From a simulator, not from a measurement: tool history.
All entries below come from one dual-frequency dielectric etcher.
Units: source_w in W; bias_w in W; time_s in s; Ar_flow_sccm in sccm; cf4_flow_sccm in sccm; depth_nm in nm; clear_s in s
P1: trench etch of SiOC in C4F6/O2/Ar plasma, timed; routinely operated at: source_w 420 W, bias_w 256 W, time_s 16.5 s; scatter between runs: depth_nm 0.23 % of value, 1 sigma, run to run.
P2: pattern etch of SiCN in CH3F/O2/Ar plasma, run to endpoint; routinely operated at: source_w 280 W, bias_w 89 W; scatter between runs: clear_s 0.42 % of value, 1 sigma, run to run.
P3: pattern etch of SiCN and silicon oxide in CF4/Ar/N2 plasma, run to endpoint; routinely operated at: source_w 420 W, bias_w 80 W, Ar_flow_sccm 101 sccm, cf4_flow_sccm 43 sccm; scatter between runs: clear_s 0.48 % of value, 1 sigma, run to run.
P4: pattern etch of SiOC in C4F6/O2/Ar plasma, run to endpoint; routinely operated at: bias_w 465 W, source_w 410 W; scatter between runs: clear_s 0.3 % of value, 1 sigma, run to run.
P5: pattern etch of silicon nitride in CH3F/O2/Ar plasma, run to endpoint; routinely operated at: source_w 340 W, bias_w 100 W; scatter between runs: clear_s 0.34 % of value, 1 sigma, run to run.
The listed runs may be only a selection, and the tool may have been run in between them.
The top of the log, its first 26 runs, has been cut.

run	day	process	source_w	bias_w	time_s	Ar_flow_sccm	cf4_flow_sccm	depth_nm	clear_s
27	10.4	P1	420	256	9.5			22.965	
28	10.925	P2	280	89					23.008
29	11.412	P1	420	256	16.5			39.775	
30	11.75	P1	420	256	21			50.558	
31	12.025	P1	420	256	16.5			39.864	
32	12.429	P1	420	256	16.5			39.606	
33	12.917	P1	420	256	16.5			39.506	
34	13.417	P1	420	256	16.5			39.404	
35	13.754	P1	420	256	16.5			39.396	
36	14.092	P1	420	256	16.5			39.315	
37	14.421	P1	420	256	16.5			39.217	
38	14.717	P1	420	256	16.5			39.363	
# day 15.142: wet clean of the chamber
39	15.25	P1	420	256	16.5			39.259	

Estimate the outcome of run 40 from the log above:
40	15.692	P1	420	256	16.5			?	

{"run 40": {"depth_nm": 39.399}}

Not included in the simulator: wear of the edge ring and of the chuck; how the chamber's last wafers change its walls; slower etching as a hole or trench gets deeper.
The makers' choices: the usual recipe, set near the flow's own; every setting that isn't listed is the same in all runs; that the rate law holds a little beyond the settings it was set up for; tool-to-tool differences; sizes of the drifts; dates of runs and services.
